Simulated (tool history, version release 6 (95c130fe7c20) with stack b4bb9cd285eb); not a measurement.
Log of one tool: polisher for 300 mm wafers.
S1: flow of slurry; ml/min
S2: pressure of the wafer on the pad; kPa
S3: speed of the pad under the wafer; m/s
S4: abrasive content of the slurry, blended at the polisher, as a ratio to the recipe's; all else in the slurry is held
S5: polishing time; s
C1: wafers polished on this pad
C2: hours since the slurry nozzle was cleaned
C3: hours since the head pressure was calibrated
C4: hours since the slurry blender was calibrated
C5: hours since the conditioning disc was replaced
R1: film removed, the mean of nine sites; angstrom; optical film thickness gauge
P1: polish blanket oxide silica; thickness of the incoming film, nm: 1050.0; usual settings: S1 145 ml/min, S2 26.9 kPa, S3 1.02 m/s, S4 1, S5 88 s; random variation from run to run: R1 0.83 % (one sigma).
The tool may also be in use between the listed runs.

Run 1, hour 4.5: S1 145 ml/min, S2 26.9 kPa, S3 1.02 m/s, S4 1, S5 88 s; C1 683; C2 162.2; C3 251.5; C4 64.1; C5 108.8. Result: R1 2154 angstrom.
Run 2, hour 9.8: S1 145 ml/min, S2 26.9 kPa, S3 1.02 m/s, S4 1, S5 134 s; C1 714; C2 167.5; C3 256.8; C4 69.4; C5 114.1. Result: R1 3224.3 angstrom.
Run 3, hour 15.1: S1 145 ml/min, S2 26.9 kPa, S3 1.02 m/s, S4 0.5, S5 88 s; C1 746; C2 172.8; C3 262.1; C4 74.7; C5 119.4. Result: R1 1479.2 angstrom.
Run 4, hour 18.9: S1 145 ml/min, S2 26.9 kPa, S3 1.6 m/s, S4 1, S5 88 s; C1 768; C2 176.6; C3 265.9; C4 78.5; C5 123.2. Result: R1 3094.1 angstrom.
Run 5, hour 23: S1 105 ml/min, S2 26.9 kPa, S3 1.02 m/s, S4 1.25, S5 88 s; C1 793; C2 180.7; C3 270; C4 82.6; C5 127.3. Result: R1 2191.6 angstrom.
Run 6, hour 29.3: S1 145 ml/min, S2 26.9 kPa, S3 1.02 m/s, S4 1, S5 88 s; C1 830; C2 187; C3 276.3; C4 88.9; C5 133.6. Result: R1 2135.7 angstrom.
Run 7, hour 33.5: S1 145 ml/min, S2 15.2 kPa, S3 1.02 m/s, S4 1, S5 88 s; C1 855; C2 191.2; C3 280.5; C4 93.1; C5 137.8. Result: R1 1213.2 angstrom.
Run 8, hour 40.2: S1 145 ml/min, S2 26.9 kPa, S3 1.02 m/s, S4 1, S5 88 s; C1 895; C2 197.9; C3 287.2; C4 99.8; C5 144.5. Result: R1 2134.8 angstrom.
Run 9, hour 46.7: S1 145 ml/min, S2 26.9 kPa, S3 0.58 m/s, S4 1, S5 88 s; C1 933; C2 204.4; C3 293.7; C4 106.3; C5 151. Result: R1 1344.9 angstrom.
Run 10, hour 51.8: S1 145 ml/min, S2 26.9 kPa, S3 0.68 m/s, S4 1, S5 47 s; C1 963; C2 209.5; C3 298.8; C4 111.4; C5 156.1. Result: R1 838.05 angstrom.
Run 11, hour 56.7: S1 85 ml/min, S2 26.9 kPa, S3 1.02 m/s, S4 1, S5 88 s; C1 992; C2 214.4; C3 303.7; C4 116.3; C5 161. Result: R1 1898 angstrom.
Run 12, hour 63.2: S1 145 ml/min, S2 36.5 kPa, S3 1.02 m/s, S4 1, S5 88 s; C1 1031; C2 220.9; C3 310.2; C4 122.8; C5 167.5. Result: R1 2914.9 angstrom.
Run 13, hour 70.4: S1 145 ml/min, S2 26.9 kPa, S3 1.02 m/s, S4 1, S5 88 s; C1 1074; C2 228.1; C3 317.4; C4 130; C5 174.7. Result: R1 2147.8 angstrom.
Run 14, hour 74.6: S1 145 ml/min, S2 26.9 kPa, S3 1.02 m/s, S4 1.5, S5 88 s; C1 1099; C2 232.3; C3 321.6; C4 134.2; C5 178.9. Result: R1 2516.7 angstrom.
Run 15, hour 79: S1 195 ml/min, S2 26.9 kPa, S3 1.02 m/s, S4 1, S5 88 s; C1 1125; C2 236.7; C3 326; C4 138.6; C5 183.3. Result: R1 2257.4 angstrom.
At hour 81.3: slurry nozzle cleaned.
Run 16, hour 86: S1 145 ml/min, S2 26.9 kPa, S3 1.02 m/s, S4 1, S5 56 s; C1 1166; C2 4.8; C3 333; C4 145.6; C5 190.3. Result: R1 1359.8 angstrom.
At hour 87.3: slurry blender recalibrated.
Run 17, hour 92.8: S1 145 ml/min, S2 26.9 kPa, S3 1.02 m/s, S4 1, S5 88 s; C1 1207; C2 11.6; C3 339.8; C4 5.5; C5 197.1. Result: R1 2143.9 angstrom.
Run 18, hour 100: S1 145 ml/min, S2 26.9 kPa, S3 1.02 m/s, S4 1, S5 88 s; C1 1249; C2 18.8; C3 347; C4 12.7; C5 204.3. Result: R1 2117.3 angstrom.
Run 19, hour 106: S1 145 ml/min, S2 26.9 kPa, S3 1.02 m/s, S4 1, S5 88 s; C1 1285; C2 24.8; C3 353; C4 18.7; C5 210.3. Result: R1 2029.8 angstrom.
Run 20, hour 112.1: S1 145 ml/min, S2 26.9 kPa, S3 1.02 m/s, S4 1, S5 88 s; C1 1321; C2 30.9; C3 359.1; C4 24.8; C5 216.4. Result: R1 1962.3 angstrom.
Run 21, hour 115.5: S1 145 ml/min, S2 26.9 kPa, S3 1.02 m/s, S4 1, S5 88 s; C1 1341; C2 34.3; C3 362.5; C4 28.2; C5 219.8. Result: R1 1963.6 angstrom.
Run 22, hour 120.6: S1 145 ml/min, S2 26.9 kPa, S3 1.02 m/s, S4 1, S5 88 s; C1 1371; C2 39.4; C3 367.6; C4 33.3; C5 224.9. Result: R1 1908.9 angstrom.
Run 23, hour 124.6: S1 145 ml/min, S2 26.9 kPa, S3 1.02 m/s, S4 1, S5 88 s; C1 1395; C2 43.4; C3 371.6; C4 37.3; C5 228.9. Result: R1 1921.3 angstrom.
At hour 127.2: conditioning disc replaced and pad reconditioned.
At hour 127.4: slurry nozzle cleaned.
At hour 128.6: head pressure recalibrated.
Run 24, hour 128.8: S1 145 ml/min, S2 26.9 kPa, S3 1.02 m/s, S4 1, S5 88 s; C1 1420; C2 1.5; C3 0.2; C4 41.5; C5 1.7. Result: R1 1886.9 angstrom.
Run 25, hour 135.7: S1 145 ml/min, S2 26.9 kPa, S3 1.02 m/s, S4 1, S5 88 s; C1 1461; C2 8.4; C3 7.1; C4 48.4; C5 8.6. Result: R1 1896 angstrom.
Run 26, hour 141.5: S1 145 ml/min, S2 26.9 kPa, S3 1.02 m/s, S4 1, S5 88 s; C1 1495; C2 14.2; C3 12.9; C4 54.2; C5 14.4. Result: R1 1866 angstrom.

What P1 gives has crept away from where it was. These 2 causes fit the log equally well, each at the size given:
A: removal rate lost through wear of the pad, % = 12.3
B: abrasive missing from the slurry, % = 23.5
The creep began at about hour 100.
Why every other cause is out:
slurry flow missing at the pad, %: serviced at hour 127.4, which brought nothing back
head's pressure below its setpoint, %: serviced at hour 128.6, which brought nothing back
time polished since the conditioner stopped cutting, s: serviced at hour 127.2, which brought nothing back

4 check runs are offered, each on 5 wafers whose results are averaged, their results left as question marks. Which one tells the causes apart?
Run check 1, hour 147.3: S1 105 ml/min, S2 26.9 kPa, S3 1.4 m/s, S4 1, S5 88 s. Result: R1 ?.
Run check 2, hour 147.3: S1 145 ml/min, S2 26.9 kPa, S3 1.44 m/s, S4 1, S5 88 s. Result: R1 ?.
Run check 3, hour 147.3: S1 90 ml/min, S2 26.9 kPa, S3 0.68 m/s, S4 1, S5 88 s. Result: R1 ?.
Run check 4, hour 147.3: S1 110 ml/min, S2 26.9 kPa, S3 1.02 m/s, S4 0.6, S5 88 s. Result: R1 ?.

What each check would give under each cause:
  check  result    if A    if B
check 1      R1  2260.2  2261.4
check 2      R1  2470.7    2472
check 3      R1  1219.6  1220.3
check 4      R1    1361  1316.7
How far apart the two closest causes lie, in the result that separates them most: check 1 0.05 %; check 2 0.05 %; check 3 0.05 %; check 4 3.31 %
Only check 4 tells the causes apart: in the others they would give nearly the same result.

Then check 4 was run and gave: R1 1310.9 angstrom. Which cause is it?

It is B: abrasive missing from the slurry, %.
